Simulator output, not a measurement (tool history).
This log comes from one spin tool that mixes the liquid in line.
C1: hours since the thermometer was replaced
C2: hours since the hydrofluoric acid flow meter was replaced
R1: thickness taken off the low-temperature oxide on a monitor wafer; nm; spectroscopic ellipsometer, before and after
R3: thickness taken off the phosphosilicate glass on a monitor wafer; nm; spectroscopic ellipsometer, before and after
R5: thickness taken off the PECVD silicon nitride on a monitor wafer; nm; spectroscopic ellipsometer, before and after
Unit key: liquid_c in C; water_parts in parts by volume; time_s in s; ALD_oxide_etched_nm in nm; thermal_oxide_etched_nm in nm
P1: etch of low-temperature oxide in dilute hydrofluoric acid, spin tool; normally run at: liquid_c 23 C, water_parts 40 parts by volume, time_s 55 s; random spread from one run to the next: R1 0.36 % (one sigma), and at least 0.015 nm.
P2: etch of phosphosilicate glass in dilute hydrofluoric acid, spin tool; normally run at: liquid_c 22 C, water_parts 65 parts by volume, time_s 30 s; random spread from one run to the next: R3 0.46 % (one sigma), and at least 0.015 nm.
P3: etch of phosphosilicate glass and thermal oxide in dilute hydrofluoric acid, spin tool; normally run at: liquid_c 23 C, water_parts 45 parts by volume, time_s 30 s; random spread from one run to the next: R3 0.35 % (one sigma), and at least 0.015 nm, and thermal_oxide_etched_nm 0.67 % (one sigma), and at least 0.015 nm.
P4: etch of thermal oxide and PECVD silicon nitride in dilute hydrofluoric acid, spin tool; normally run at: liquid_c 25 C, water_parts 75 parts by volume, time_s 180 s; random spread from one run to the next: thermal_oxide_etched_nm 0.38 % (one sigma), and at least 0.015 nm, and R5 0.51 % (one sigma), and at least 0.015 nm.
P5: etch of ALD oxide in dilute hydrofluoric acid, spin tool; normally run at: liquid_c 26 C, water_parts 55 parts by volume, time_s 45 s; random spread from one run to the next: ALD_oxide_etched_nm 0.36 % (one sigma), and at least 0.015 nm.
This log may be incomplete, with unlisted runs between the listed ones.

Run 1, hour 10.8: process P1, liquid_c 23 C, water_parts 40 parts by volume, time_s 55 s; C1 471.9; C2 709.7. Result: R1 36.676 nm.
Run 2, hour 28.9: process P5, liquid_c 26 C, water_parts 55 parts by volume, time_s 15 s; C1 490; C2 727.8. Result: ALD_oxide_etched_nm 3.7459 nm.
Run 3, hour 39.3: process P1, liquid_c 23 C, water_parts 40 parts by volume, time_s 55 s; C1 500.4; C2 738.2. Result: R1 36.556 nm.
Run 4, hour 47.6: process P3, liquid_c 27.5 C, water_parts 45 parts by volume, time_s 30 s; C1 508.7; C2 746.5. Result: R3 77.313 nm, thermal_oxide_etched_nm 3.7424 nm.
Run 5, hour 59.9: process P4, liquid_c 25 C, water_parts 75 parts by volume, time_s 45 s; C1 521; C2 758.8. Result: thermal_oxide_etched_nm 3.3526 nm, R5 1.6466 nm.
Run 6, hour 71.4: process P3, liquid_c 23 C, water_parts 45 parts by volume, time_s 60 s; C1 532.5; C2 770.3. Result: R3 128.86 nm, thermal_oxide_etched_nm 6.1118 nm.
Run 7, hour 83.3: process P2, liquid_c 22 C, water_parts 35 parts by volume, time_s 30 s; C1 544.4; C2 782.2. Result: R3 175 nm.
Run 8, hour 99.5: process P2, liquid_c 22 C, water_parts 65 parts by volume, time_s 15 s; C1 560.6; C2 798.4. Result: R3 45.025 nm.
Run 9, hour 118: process P1, liquid_c 23 C, water_parts 20 parts by volume, time_s 55 s; C1 579.1; C2 816.9. Result: R1 74.948 nm.
Run 10, hour 136.3: process P1, liquid_c 23 C, water_parts 65 parts by volume, time_s 55 s; C1 597.4; C2 835.2. Result: R1 21.787 nm.
Run 11, hour 148.9: process P5, liquid_c 26 C, water_parts 55 parts by volume, time_s 45 s; C1 610; C2 847.8. Result: ALD_oxide_etched_nm 11.297 nm.
Run 12, hour 158.5: process P2, liquid_c 28.5 C, water_parts 65 parts by volume, time_s 30 s; C1 619.6; C2 857.4. Result: R3 115.96 nm.
Run 13, hour 167.3: process P4, liquid_c 25 C, water_parts 75 parts by volume, time_s 180 s; C1 628.4; C2 866.2. Result: thermal_oxide_etched_nm 13.367 nm, R5 6.61 nm.
Run 14, hour 185: process P4, liquid_c 25 C, water_parts 130 parts by volume, time_s 180 s; C1 646.1; C2 883.9. Result: thermal_oxide_etched_nm 7.2259 nm, R5 3.776 nm.
Run 15, hour 202.9: process P1, liquid_c 28 C, water_parts 40 parts by volume, time_s 55 s; C1 664; C2 901.8. Result: R1 44.735 nm.
Run 16, hour 213.8: process P1, liquid_c 23 C, water_parts 25 parts by volume, time_s 15 s; C1 674.9; C2 912.7. Result: R1 16.262 nm.
Run 17, hour 230.9: process P3, liquid_c 23 C, water_parts 70 parts by volume, time_s 30 s; C1 692; C2 929.8. Result: R3 40.207 nm, thermal_oxide_etched_nm 1.8774 nm.
Run 18, hour 239.5: process P5, liquid_c 26 C, water_parts 55 parts by volume, time_s 45 s; C1 700.6; C2 938.4. Result: ALD_oxide_etched_nm 11.279 nm.
Run 19, hour 254: process P5, liquid_c 31 C, water_parts 55 parts by volume, time_s 45 s; C1 715.1; C2 952.9. Result: ALD_oxide_etched_nm 13.66 nm.
Run 20, hour 264.8: process P4, liquid_c 19.5 C, water_parts 75 parts by volume, time_s 180 s; C1 725.9; C2 963.7. Result: thermal_oxide_etched_nm 10.55 nm, R5 4.5365 nm.
Run 21, hour 279.3: process P1, liquid_c 23 C, water_parts 40 parts by volume, time_s 55 s; C1 740.4; C2 978.2. Result: R1 36.844 nm.
Run 22, hour 298.4: process P3, liquid_c 23 C, water_parts 45 parts by volume, time_s 30 s; C1 759.5; C2 997.3. Result: R3 64.314 nm, thermal_oxide_etched_nm 3.0946 nm.
Run 23, hour 315.2: process P1, liquid_c 23 C, water_parts 40 parts by volume, time_s 55 s; C1 776.3; C2 1014.1. Result: R1 36.664 nm.
Run 24, hour 323.6: process P1, liquid_c 23 C, water_parts 40 parts by volume, time_s 105 s; C1 784.7; C2 1022.5. Result: R1 69.878 nm.
Run 25, hour 335.5: process P1, liquid_c 23 C, water_parts 60 parts by volume, time_s 20 s; C1 796.6; C2 1034.4. Result: R1 8.6732 nm.
Run 26, hour 345.3: process P1, liquid_c 23 C, water_parts 40 parts by volume, time_s 25 s; C1 806.4; C2 1044.2. Result: R1 16.669 nm.
Run 27, hour 363.7: process P1, liquid_c 17 C, water_parts 40 parts by volume, time_s 55 s; C1 824.8; C2 1062.6. Result: R1 28.496 nm.
Run 28, hour 382.3: process P2, liquid_c 22 C, water_parts 65 parts by volume, time_s 30 s; C1 843.4; C2 1081.2. Result: R3 90.181 nm.
Run 29, hour 397.3: process P1, liquid_c 23 C, water_parts 40 parts by volume, time_s 55 s; C1 858.4; C2 1096.2. Result: R1 36.368 nm.
Run 30, hour 410.6: process P5, liquid_c 26 C, water_parts 95 parts by volume, time_s 45 s; C1 871.7; C2 1109.5. Result: ALD_oxide_etched_nm 6.1726 nm.
Run 31, hour 427.9: process P1, liquid_c 23 C, water_parts 40 parts by volume, time_s 55 s; C1 889; C2 1126.8. Result: R1 36.527 nm.
Run 32, hour 443.8: process P1, liquid_c 23 C, water_parts 40 parts by volume, time_s 55 s; C1 904.9; C2 1142.7. Result: R1 35.702 nm.
Run 33, hour 453.3: process P1, liquid_c 23 C, water_parts 40 parts by volume, time_s 55 s; C1 914.4; C2 1152.2. Result: R1 34.915 nm.
Run 34, hour 462.1: process P1, liquid_c 23 C, water_parts 40 parts by volume, time_s 55 s; C1 923.2; C2 1161. Result: R1 34.801 nm.
Run 35, hour 471: process P1, liquid_c 23 C, water_parts 40 parts by volume, time_s 55 s; C1 932.1; C2 1169.9. Result: R1 34.504 nm.
Run 36, hour 483.8: process P1, liquid_c 23 C, water_parts 40 parts by volume, time_s 55 s; C1 944.9; C2 1182.7. Result: R1 34.061 nm.
Run 37, hour 500.4: process P1, liquid_c 23 C, water_parts 40 parts by volume, time_s 55 s; C1 961.5; C2 1199.3. Result: R1 33.912 nm.
Run 38, hour 511.5: process P1, liquid_c 23 C, water_parts 40 parts by volume, time_s 55 s; C1 972.6; C2 1210.4. Result: R1 33.849 nm.
Run 39, hour 520.5: process P1, liquid_c 23 C, water_parts 40 parts by volume, time_s 55 s; C1 981.6; C2 1219.4. Result: R1 33.596 nm.
Run 40, hour 532.5: process P1, liquid_c 23 C, water_parts 40 parts by volume, time_s 55 s; C1 993.6; C2 1231.4. Result: R1 33.637 nm.
Run 41, hour 549.8: process P1, liquid_c 23 C, water_parts 40 parts by volume, time_s 55 s; C1 1010.9; C2 1248.7. Result: R1 33.623 nm.
Run 42, hour 563.9: process P1, liquid_c 23 C, water_parts 40 parts by volume, time_s 55 s; C1 1025; C2 1262.8. Result: R1 33.88 nm.

P1 no longer gives what it gave before; its output has crept away from where it was. The following 2 causes, each at its listed size, fit the log equally well:
A: hydrofluoric acid flow below the setpoint (%) = 7.61
B: liquid colder than its thermometer reads (K) = 1.99
The gradual shift began around hour 427.9.

Each of the 4 check runs below uses one wafer; its results are left as question marks. Which run tells the causes apart?
Run check 1, hour 578: process P5, liquid_c 26 C, water_parts 55 parts by volume, time_s 45 s. Result: ALD_oxide_etched_nm ?.
Run check 2, hour 578: process P2, liquid_c 22 C, water_parts 65 parts by volume, time_s 30 s. Result: R3 ?.
Run check 3, hour 578: process P4, liquid_c 25 C, water_parts 75 parts by volume, time_s 180 s. Result: thermal_oxide_etched_nm ?, R5 ?.
Run check 4, hour 578: process P3, liquid_c 23 C, water_parts 45 parts by volume, time_s 30 s. Result: R3 ?, thermal_oxide_etched_nm ?.

What each check would give under each cause:
  check                   result    if A    if B
check 1      ALD_oxide_etched_nm  10.306  10.352
check 2                       R3  82.665   82.89
check 3  thermal_oxide_etched_nm   12.23  12.315
check 3                       R5  6.1006  5.7773
check 4                       R3  59.088  59.119
check 4  thermal_oxide_etched_nm  2.8445   2.846
Distance between the nearest two causes, measured in the result of the check that separates them most: check 1 0.45 %; check 2 0.27 %; check 3 5.44 %; check 4 0.05 %
Check 3 is the one run that separates the causes; every other check would come out nearly the same whichever cause is at work.

Check 3 has now been run. It gave: thermal_oxide_etched_nm 12.253 nm; R5 6.0959 nm. Which of the candidate causes is it?

Of the candidate causes, it is A: hydrofluoric acid flow below the setpoint (%).
